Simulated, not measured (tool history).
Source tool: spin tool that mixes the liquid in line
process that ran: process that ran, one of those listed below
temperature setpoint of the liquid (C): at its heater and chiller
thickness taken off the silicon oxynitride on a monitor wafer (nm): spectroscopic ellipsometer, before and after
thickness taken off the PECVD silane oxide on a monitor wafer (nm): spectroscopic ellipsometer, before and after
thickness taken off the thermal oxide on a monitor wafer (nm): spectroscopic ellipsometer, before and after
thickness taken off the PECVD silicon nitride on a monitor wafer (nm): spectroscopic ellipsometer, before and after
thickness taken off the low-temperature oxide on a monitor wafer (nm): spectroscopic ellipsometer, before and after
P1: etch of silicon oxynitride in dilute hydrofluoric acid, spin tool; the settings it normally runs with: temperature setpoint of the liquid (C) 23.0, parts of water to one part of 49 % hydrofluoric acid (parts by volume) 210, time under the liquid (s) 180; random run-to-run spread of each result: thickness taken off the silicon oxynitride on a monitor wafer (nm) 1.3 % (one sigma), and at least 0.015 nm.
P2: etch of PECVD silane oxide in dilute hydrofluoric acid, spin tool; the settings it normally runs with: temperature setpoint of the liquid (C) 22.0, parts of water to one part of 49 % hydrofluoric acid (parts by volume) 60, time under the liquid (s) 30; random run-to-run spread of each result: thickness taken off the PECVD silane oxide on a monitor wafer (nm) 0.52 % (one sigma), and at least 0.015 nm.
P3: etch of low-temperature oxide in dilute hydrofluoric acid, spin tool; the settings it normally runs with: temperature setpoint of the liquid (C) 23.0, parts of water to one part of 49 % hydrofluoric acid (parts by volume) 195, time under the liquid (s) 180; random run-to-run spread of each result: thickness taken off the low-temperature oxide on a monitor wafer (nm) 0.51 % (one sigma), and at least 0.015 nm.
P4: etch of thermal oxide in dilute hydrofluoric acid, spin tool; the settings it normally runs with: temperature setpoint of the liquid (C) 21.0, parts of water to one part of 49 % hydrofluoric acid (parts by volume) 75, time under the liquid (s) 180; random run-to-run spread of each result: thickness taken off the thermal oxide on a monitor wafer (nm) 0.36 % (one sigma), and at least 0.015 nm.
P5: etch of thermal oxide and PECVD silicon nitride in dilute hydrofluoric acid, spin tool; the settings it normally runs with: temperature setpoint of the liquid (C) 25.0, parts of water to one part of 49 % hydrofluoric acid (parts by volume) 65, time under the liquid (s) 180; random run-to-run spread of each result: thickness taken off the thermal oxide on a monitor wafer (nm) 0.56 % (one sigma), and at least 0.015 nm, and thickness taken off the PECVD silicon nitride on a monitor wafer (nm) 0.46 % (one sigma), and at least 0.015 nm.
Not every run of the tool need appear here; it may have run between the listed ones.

run,hour,process that ran,temperature setpoint of the liquid (C),parts of water to one part of 49 % hydrofluoric acid (parts by volume),time under the liquid (s),thickness taken off the silicon oxynitride on a monitor wafer (nm),thickness taken off the PECVD silane oxide on a monitor wafer (nm),thickness taken off the thermal oxide on a monitor wafer (nm),thickness taken off the PECVD silicon nitride on a monitor wafer (nm),thickness taken off the low-temperature oxide on a monitor wafer (nm)
1,12.1,P1,23.0,210,180,1.81930,,,,
2,24.6,P1,23.0,210,180,1.75500,,,,
3,33.6,P2,22.0,60,60,,14.2850,,,
4,45.0,P1,23.0,210,180,1.73270,,,,
5,57.2,P1,23.0,210,285,2.82280,,,,
6,65.0,P1,23.0,210,180,1.72200,,,,
7,74.6,P1,28.5,210,180,2.24130,,,,
8,82.6,P1,23.0,370,300,1.49900,,,,
9,96.8,P5,25.0,95,180,,,9.61820,5.7968,
10,109.7,P5,33.0,65,180,,,19.65400,14.2480,
# hour 114.8: hydrofluoric acid flow meter replaced
11,121.7,P1,23.0,210,15,0.15162,,,,
12,131.0,P3,23.0,80,180,,,,,30.06700
13,144.1,P2,22.0,60,30,,7.1192,,,
14,151.9,P5,25.0,65,340,,,27.37700,16.0740,
15,167.2,P2,17.0,60,30,,5.7786,,,
16,181.4,P1,23.0,325,180,1.11560,,,,
17,193.4,P1,23.0,210,180,1.79940,,,,
18,201.5,P3,23.0,195,15,,,,,0.93476
19,209.0,P5,25.0,65,180,,,14.77200,8.4522,
20,217.6,P3,23.0,195,180,,,,,10.76200
21,227.3,P3,29.0,195,180,,,,,13.50400
22,238.8,P4,21.0,75,15,,,0.90868,,
23,251.1,P1,19.0,210,180,1.50040,,,,
24,266.1,P4,21.0,20,180,,,42.34600,,
25,282.1,P3,23.0,195,180,,,,,10.85100
26,292.9,P2,22.0,20,30,,22.5470,,,
# hour 296.6: thermometer replaced
27,300.0,P1,23.0,55,180,7.90560,,,,
28,316.1,P5,25.0,65,180,,,14.51900,8.4742,
29,324.8,P4,29.0,75,180,,,14.55900,,
30,338.7,P1,23.0,210,180,1.75870,,,,
31,347.3,P4,21.0,75,180,,,10.65300,,
32,354.9,P1,23.0,210,180,1.76550,,,,
33,369.8,P1,23.0,210,180,1.75080,,,,
34,382.4,P1,23.0,210,180,1.68820,,,,
35,398.4,P1,23.0,210,180,1.68340,,,,
36,414.4,P1,23.0,210,180,1.67770,,,,
37,426.1,P1,23.0,210,180,1.62190,,,,
38,434.1,P1,23.0,210,180,1.61930,,,,
39,444.9,P1,23.0,210,180,1.63150,,,,
40,451.9,P1,23.0,210,180,1.67220,,,,
41,461.3,P1,23.0,210,180,1.67190,,,,
42,470.4,P1,23.0,210,180,1.66680,,,,
43,485.0,P1,23.0,210,180,1.63070,,,,

Compared with where it was, what P1 gives has crept away. Each cause listed below fits the log as well as the rest, at the size given for it:
A: liquid colder than its thermometer reads (K) = 1.74
B: hydrofluoric acid flow below the setpoint (%) = 6.57
The gradual shift began around hour 354.9.

The check runs listed below each take one wafer, and their results are still question marks. Under which run would the listed causes lead to clearly different results?
check 1,499.6,P5,25.0,95,180,,,?,?,
check 2,499.6,P2,22.0,20,30,,?,,,
check 3,499.6,P3,23.0,130,15,,,,,?
check 4,499.6,P4,21.0,40,180,,,?,,

How each check would come out, cause by cause:
check,result,if A,if B
check 1,thickness taken off the thermal oxide on a monitor wafer (nm),8.95140,8.88660
check 1,thickness taken off the PECVD silicon nitride on a monitor wafer (nm),5.1783,5.4304
check 2,thickness taken off the PECVD silane oxide on a monitor wafer (nm),20.9010,21.0070
check 3,thickness taken off the low-temperature oxide on a monitor wafer (nm),1.35480,1.34180
check 4,thickness taken off the thermal oxide on a monitor wafer (nm),19.29600,19.35400
Per check, the gap between the least separated pair of causes, taken in the result that splits them most: check 1 4.75 %; check 2 0.51 %; check 3 0.97 %; check 4 0.3 %
The other checks would show nearly matching results whichever cause is true, so check 1 is the only one that separates the causes.

After running check 1, the following was obtained: thickness taken off the thermal oxide on a monitor wafer (nm) 9.05900; thickness taken off the PECVD silicon nitride on a monitor wafer (nm) 5.1717. Which cause does this point to?

It was cause A: liquid colder than its thermometer reads (K).
